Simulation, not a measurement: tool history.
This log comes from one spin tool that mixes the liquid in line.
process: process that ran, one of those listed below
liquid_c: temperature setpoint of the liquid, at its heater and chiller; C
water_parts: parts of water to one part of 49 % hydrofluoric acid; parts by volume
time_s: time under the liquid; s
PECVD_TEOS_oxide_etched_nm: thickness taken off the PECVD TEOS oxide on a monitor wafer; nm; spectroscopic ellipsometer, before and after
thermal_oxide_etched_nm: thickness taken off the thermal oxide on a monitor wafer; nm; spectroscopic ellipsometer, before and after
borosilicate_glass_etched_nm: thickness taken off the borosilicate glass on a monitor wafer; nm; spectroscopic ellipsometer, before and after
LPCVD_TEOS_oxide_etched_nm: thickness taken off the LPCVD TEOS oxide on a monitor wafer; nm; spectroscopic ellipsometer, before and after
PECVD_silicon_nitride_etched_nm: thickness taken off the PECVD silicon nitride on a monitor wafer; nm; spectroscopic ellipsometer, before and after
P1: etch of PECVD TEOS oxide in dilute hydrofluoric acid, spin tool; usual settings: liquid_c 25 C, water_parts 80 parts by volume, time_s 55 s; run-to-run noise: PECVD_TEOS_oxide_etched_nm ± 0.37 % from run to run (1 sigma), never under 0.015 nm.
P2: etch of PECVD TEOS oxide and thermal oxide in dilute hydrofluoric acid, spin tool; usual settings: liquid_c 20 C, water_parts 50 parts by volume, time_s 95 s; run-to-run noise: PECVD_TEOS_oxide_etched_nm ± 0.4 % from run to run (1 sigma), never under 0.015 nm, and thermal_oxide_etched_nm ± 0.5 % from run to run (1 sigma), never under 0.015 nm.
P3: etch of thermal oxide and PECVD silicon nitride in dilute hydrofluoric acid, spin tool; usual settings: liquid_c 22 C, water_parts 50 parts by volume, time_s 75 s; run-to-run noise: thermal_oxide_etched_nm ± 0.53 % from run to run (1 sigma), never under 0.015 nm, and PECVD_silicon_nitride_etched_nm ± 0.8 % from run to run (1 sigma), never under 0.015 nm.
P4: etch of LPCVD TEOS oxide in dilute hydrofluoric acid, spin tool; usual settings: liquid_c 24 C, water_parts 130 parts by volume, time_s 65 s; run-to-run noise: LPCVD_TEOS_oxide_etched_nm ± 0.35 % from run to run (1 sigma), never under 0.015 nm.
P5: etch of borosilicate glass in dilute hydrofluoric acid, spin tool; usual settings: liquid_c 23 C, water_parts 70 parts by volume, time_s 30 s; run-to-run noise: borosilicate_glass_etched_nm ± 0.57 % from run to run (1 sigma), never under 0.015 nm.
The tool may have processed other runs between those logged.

run,hour,process,liquid_c,water_parts,time_s,PECVD_TEOS_oxide_etched_nm,thermal_oxide_etched_nm,borosilicate_glass_etched_nm,LPCVD_TEOS_oxide_etched_nm,PECVD_silicon_nitride_etched_nm
1,3.9,P1,25,80,55,20.783,,,,
2,8.4,P1,25,80,55,20.698,,,,
3,13.8,P1,25,115,90,22.605,,,,
4,18.7,P2,24.5,50,95,31.629,10.006,,,
5,23.5,P2,20,50,95,26.184,8.4171,,,
6,30,P5,31.5,70,30,,,14.902,,
7,36.4,P5,23,70,30,,,10.662,,
8,39.8,P1,25,80,105,39.804,,,,
9,45.3,P1,25,80,55,20.921,,,,
10,51.1,P1,21,80,55,17.701,,,,
11,56.7,P5,23,115,30,,,6.1738,,
12,59.9,P1,25,80,55,20.76,,,,
13,65.4,P2,20,50,50,13.718,4.4282,,,
14,71.4,P4,18,130,65,,,,20.454,
15,75.2,P5,23,70,55,,,19.491,,
16,79.2,P4,24,205,65,,,,15.181,
17,83.5,P5,23,70,30,,,10.653,,
18,87.7,P1,25,135,55,11.437,,,,
19,92,P4,24,130,65,,,,25.948,
20,97.3,P1,25,80,55,20.788,,,,
21,100.5,P3,22,20,75,,19.222,,,8.2956
22,105.7,P2,20,50,95,26.158,8.3804,,,
23,111.8,P2,20,75,95,16.945,5.4714,,,
24,116.5,P3,22,50,75,,7.3853,,,3.4601
# hour 122.1: thermometer replaced
25,122.1,P1,25,40,55,43.9,,,,
26,127.9,P1,30.5,80,55,25.489,,,,
27,133.3,P1,25,80,20,7.5422,,,,
28,137.5,P4,24,130,120,,,,48.193,
29,141.6,P1,25,80,55,20.629,,,,
30,145,P3,22,50,20,,2.0149,,,0.91795
31,149.5,P3,29,50,75,,9.8542,,,5.5213
32,152.5,P1,25,80,55,20.701,,,,
33,157.9,P1,25,80,55,20.008,,,,
34,161.2,P1,25,80,55,19.816,,,,
35,165.8,P1,25,80,55,19.41,,,,
36,171.4,P1,25,80,55,19.25,,,,
37,177.8,P1,25,80,55,19.122,,,,
38,184.3,P1,25,80,55,18.839,,,,
39,189.8,P1,25,80,55,18.894,,,,
40,195.1,P1,25,80,55,18.71,,,,
41,199.7,P1,25,80,55,18.785,,,,
42,204.1,P1,25,80,55,18.807,,,,
43,206.9,P1,25,80,55,18.872,,,,

What P1 gives has crept off from where it sat before. The 2 causes that follow fit the log equally well, each at the size noted:
A: liquid colder than its thermometer reads (K) = 2.43
B: hydrofluoric acid flow below the setpoint (%) = 8.43
Creep in the process output first set in at about hour 152.5.

Listed below are the offered check runs, one wafer per run, with question marks in place of results. For which of them would the causes give clearly different outcomes?
check 1,209.7,P3,22,20,75,,?,,,?
check 2,209.7,P4,21,130,65,,,,?,
check 3,209.7,P5,30.5,105,30,,,?,,
check 4,209.7,P2,20,70,60,?,?,,,

What each check would give under each cause:
check,result,if A,if B
check 1,thermal_oxide_etched_nm,17.347,17.603
check 1,PECVD_silicon_nitride_etched_nm,6.9654,7.5949
check 2,LPCVD_TEOS_oxide_etched_nm,20.921,20.859
check 3,borosilicate_glass_etched_nm,8.2713,8.1859
check 4,PECVD_TEOS_oxide_etched_nm,10.4,10.476
check 4,thermal_oxide_etched_nm,3.3456,3.3702
Distance between the nearest two causes, measured in the result of the check that separates them most: check 1 8.65 %; check 2 0.3 %; check 3 1.04 %; check 4 0.73 %
The other checks would show nearly matching results whichever cause is true, so check 1 is the only one that separates the causes.

With check 1 done, the readings were: thermal_oxide_etched_nm 17.483 nm; PECVD_silicon_nitride_etched_nm 7.6801 nm. Identify which of the listed causes applies.

It was cause B: hydrofluoric acid flow below the setpoint (%).
